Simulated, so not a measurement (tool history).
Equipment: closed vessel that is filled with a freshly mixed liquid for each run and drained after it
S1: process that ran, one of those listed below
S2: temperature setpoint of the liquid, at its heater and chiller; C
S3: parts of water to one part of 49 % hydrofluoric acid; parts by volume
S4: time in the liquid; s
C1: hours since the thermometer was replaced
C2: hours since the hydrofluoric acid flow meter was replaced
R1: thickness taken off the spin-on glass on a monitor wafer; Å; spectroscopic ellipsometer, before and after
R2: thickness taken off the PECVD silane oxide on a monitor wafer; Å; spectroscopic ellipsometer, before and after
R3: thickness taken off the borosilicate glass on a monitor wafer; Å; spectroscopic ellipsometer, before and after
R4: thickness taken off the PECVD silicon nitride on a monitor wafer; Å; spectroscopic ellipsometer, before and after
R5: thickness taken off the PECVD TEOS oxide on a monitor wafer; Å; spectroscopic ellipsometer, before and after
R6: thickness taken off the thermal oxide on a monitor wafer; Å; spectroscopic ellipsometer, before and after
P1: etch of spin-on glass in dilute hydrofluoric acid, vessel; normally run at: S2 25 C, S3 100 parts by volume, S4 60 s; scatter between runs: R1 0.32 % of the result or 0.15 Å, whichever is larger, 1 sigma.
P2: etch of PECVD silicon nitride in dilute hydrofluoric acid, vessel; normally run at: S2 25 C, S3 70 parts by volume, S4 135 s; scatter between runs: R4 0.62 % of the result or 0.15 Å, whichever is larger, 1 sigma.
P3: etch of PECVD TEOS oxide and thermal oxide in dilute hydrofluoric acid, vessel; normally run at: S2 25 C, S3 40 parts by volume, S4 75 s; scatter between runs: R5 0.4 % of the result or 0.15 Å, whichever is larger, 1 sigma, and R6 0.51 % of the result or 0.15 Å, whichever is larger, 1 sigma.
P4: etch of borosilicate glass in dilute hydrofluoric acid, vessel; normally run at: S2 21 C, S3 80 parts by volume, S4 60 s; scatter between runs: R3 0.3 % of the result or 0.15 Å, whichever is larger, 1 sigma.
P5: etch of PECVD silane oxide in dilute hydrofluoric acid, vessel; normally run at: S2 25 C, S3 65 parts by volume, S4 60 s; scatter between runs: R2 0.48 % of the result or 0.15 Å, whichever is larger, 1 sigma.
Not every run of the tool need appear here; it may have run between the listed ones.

{"run": 1, "hour": 10.9, "S1": "P1", "S2": 25, "S3": 100, "S4": 60, "C1": 197.1, "C2": 454.7, "R1": 252.37}
{"run": 2, "hour": 19.5, "S1": "P5", "S2": 32, "S3": 65, "S4": 60, "C1": 205.7, "C2": 463.3, "R2": 373.43}
{"run": 3, "hour": 31.5, "S1": "P4", "S2": 21, "S3": 80, "S4": 30, "C1": 217.7, "C2": 475.3, "R3": 191.49}
{"run": 4, "hour": 39.2, "S1": "P1", "S2": 25, "S3": 25, "S4": 60, "C1": 225.4, "C2": 483, "R1": 1110.5}
{"run": 5, "hour": 49.3, "S1": "P5", "S2": 25, "S3": 110, "S4": 60, "C1": 235.5, "C2": 493.1, "R2": 156.92}
{"run": 6, "hour": 61.5, "S1": "P1", "S2": 33, "S3": 100, "S4": 30, "C1": 247.7, "C2": 505.3, "R1": 171.34}
{"run": 7, "hour": 69.5, "S1": "P2", "S2": 25, "S3": 70, "S4": 135, "C1": 255.7, "C2": 513.3, "R4": 39.897}
{"run": 8, "hour": 83.0, "S1": "P1", "S2": 25, "S3": 100, "S4": 60, "C1": 269.2, "C2": 526.8, "R1": 251.96}
{"run": 9, "hour": 91.5, "S1": "P3", "S2": 25, "S3": 40, "S4": 30, "C1": 277.7, "C2": 535.3, "R5": 109.8, "R6": 38.085}
{"run": 10, "hour": 101.2, "S1": "P3", "S2": 25, "S3": 40, "S4": 75, "C1": 287.4, "C2": 545, "R5": 272.61, "R6": 95.467}
{"run": 11, "hour": 109.0, "S1": "P2", "S2": 25, "S3": 70, "S4": 65, "C1": 295.2, "C2": 552.8, "R4": 19.266}
{"run": 12, "hour": 121.6, "S1": "P5", "S2": 25, "S3": 65, "S4": 30, "C1": 307.8, "C2": 565.4, "R2": 140.85}
{"run": 13, "hour": 132.4, "S1": "P1", "S2": 33, "S3": 100, "S4": 60, "C1": 318.6, "C2": 576.2, "R1": 341.85}
{"run": 14, "hour": 149.3, "S1": "P3", "S2": 25, "S3": 70, "S4": 75, "C1": 335.5, "C2": 593.1, "R5": 149.87, "R6": 52.577}
{"run": 15, "hour": 160.3, "S1": "P3", "S2": 25, "S3": 40, "S4": 75, "C1": 346.5, "C2": 604.1, "R5": 272.48, "R6": 96.462}
{"run": 16, "hour": 168.0, "S1": "P2", "S2": 25, "S3": 20, "S4": 135, "C1": 354.2, "C2": 611.8, "R4": 134.99}
{"run": 17, "hour": 180.8, "S1": "P1", "S2": 25, "S3": 65, "S4": 30, "C1": 367, "C2": 624.6, "R1": 203.6}
{"run": 18, "hour": 196.0, "S1": "P4", "S2": 17, "S3": 80, "S4": 60, "C1": 382.2, "C2": 639.8, "R3": 327.04}
{"run": 19, "hour": 212.8, "S1": "P2", "S2": 33, "S3": 70, "S4": 135, "C1": 399, "C2": 656.6, "R4": 66.696}
{"run": 20, "hour": 223.5, "S1": "P1", "S2": 25, "S3": 100, "S4": 105, "C1": 409.7, "C2": 667.3, "R1": 440.97}
{"run": 21, "hour": 233.9, "S1": "P4", "S2": 21, "S3": 110, "S4": 60, "C1": 420.1, "C2": 677.7, "R3": 268.89}
{"run": 22, "hour": 243.2, "S1": "P2", "S2": 25, "S3": 70, "S4": 135, "C1": 429.4, "C2": 687, "R4": 40.153}
{"run": 23, "hour": 251.9, "S1": "P1", "S2": 25, "S3": 100, "S4": 30, "C1": 438.1, "C2": 695.7, "R1": 126.05}
{"run": 24, "hour": 261.0, "S1": "P1", "S2": 25, "S3": 100, "S4": 60, "C1": 447.2, "C2": 704.8, "R1": 252.61}
{"run": 25, "hour": 270.3, "S1": "P1", "S2": 25, "S3": 100, "S4": 60, "C1": 456.5, "C2": 714.1, "R1": 252.56}
{"run": 26, "hour": 284.0, "S1": "P3", "S2": 20.5, "S3": 40, "S4": 75, "C1": 470.2, "C2": 727.8, "R5": 225.66, "R6": 79.989}
{"run": 27, "hour": 298.4, "S1": "P1", "S2": 21, "S3": 100, "S4": 60, "C1": 484.6, "C2": 742.2, "R1": 216.17}
{"run": 28, "hour": 315.6, "S1": "P4", "S2": 21, "S3": 80, "S4": 60, "C1": 501.8, "C2": 759.4, "R3": 383.19}
{"run": 29, "hour": 328.1, "S1": "P5", "S2": 25, "S3": 65, "S4": 60, "C1": 514.3, "C2": 771.9, "R2": 282.44}
{"run": 30, "hour": 344.9, "S1": "P1", "S2": 25, "S3": 150, "S4": 60, "C1": 531.1, "C2": 788.7, "R1": 159.58}
{"run": 31, "hour": 362.1, "S1": "P1", "S2": 25, "S3": 100, "S4": 60, "C1": 548.3, "C2": 805.9, "R1": 252.53}
{"run": 32, "hour": 375.6, "S1": "P1", "S2": 25, "S3": 100, "S4": 60, "C1": 561.8, "C2": 819.4, "R1": 255.62}
{"run": 33, "hour": 390.5, "S1": "P1", "S2": 25, "S3": 100, "S4": 60, "C1": 576.7, "C2": 834.3, "R1": 262.52}
{"run": 34, "hour": 405.0, "S1": "P1", "S2": 25, "S3": 100, "S4": 60, "C1": 591.2, "C2": 848.8, "R1": 263.86}
{"run": 35, "hour": 417.9, "S1": "P1", "S2": 25, "S3": 100, "S4": 60, "C1": 604.1, "C2": 861.7, "R1": 263.75}
{"run": 36, "hour": 426.1, "S1": "P1", "S2": 25, "S3": 100, "S4": 60, "C1": 612.3, "C2": 869.9, "R1": 265.03}
{"run": 37, "hour": 435.7, "S1": "P1", "S2": 25, "S3": 100, "S4": 60, "C1": 621.9, "C2": 879.5, "R1": 264.84}
{"run": 38, "hour": 449.6, "S1": "P1", "S2": 25, "S3": 100, "S4": 60, "C1": 635.8, "C2": 893.4, "R1": 268.12}
{"run": 39, "hour": 460.9, "S1": "P1", "S2": 25, "S3": 100, "S4": 60, "C1": 647.1, "C2": 904.7, "R1": 266.2}
{"run": 40, "hour": 474.8, "S1": "P1", "S2": 25, "S3": 100, "S4": 60, "C1": 661, "C2": 918.6, "R1": 266.63}
{"run": 41, "hour": 483.7, "S1": "P1", "S2": 25, "S3": 100, "S4": 60, "C1": 669.9, "C2": 927.5, "R1": 268.48}

What P1 gives has crept away from where it was. These 2 causes fit the log equally well, each at the size given:
A: liquid hotter than its thermometer reads (K) = 1.4
B: hydrofluoric acid flow above the setpoint (%) = 4.96
The drift started at roughly hour 362.1.

The 4 check runs listed below each average the results of 2 wafers, and their outcomes are marked with question marks. Under which run would the listed causes produce clearly different results?
{"run": "check 1", "hour": 492.6, "S1": "P2", "S2": 25, "S3": 70, "S4": 135, "R4": "?"}
{"run": "check 2", "hour": 492.6, "S1": "P4", "S2": 21, "S3": 80, "S4": 60, "R3": "?"}
{"run": "check 3", "hour": 492.6, "S1": "P3", "S2": 25, "S3": 40, "S4": 75, "R5": "?", "R6": "?"}
{"run": "check 4", "hour": 492.6, "S1": "P5", "S2": 25, "S3": 65, "S4": 60, "R2": "?"}

How each check would come out, cause by cause:
check=check_1 result=R4 if_A=43.918 if_B=42.004
check=check_2 result=R3 if_A=407.46 if_B=405.62
check=check_3 result=R5 if_A=288.89 if_B=287.07
check=check_3 result=R6 if_A=101.61 if_B=100.97
check=check_4 result=R2 if_A=299.21 if_B=298.12
How far apart the two closest causes lie, in the result that separates them most: check 1 4.46 %; check 2 0.45 %; check 3 0.63 %; check 4 0.37 %
Check 1 tells the causes apart: in the others they would give nearly the same result.

Here is what check 1 returned: R4 42.071 Å. Which cause is it?

B is the cause: hydrofluoric acid flow above the setpoint (%).

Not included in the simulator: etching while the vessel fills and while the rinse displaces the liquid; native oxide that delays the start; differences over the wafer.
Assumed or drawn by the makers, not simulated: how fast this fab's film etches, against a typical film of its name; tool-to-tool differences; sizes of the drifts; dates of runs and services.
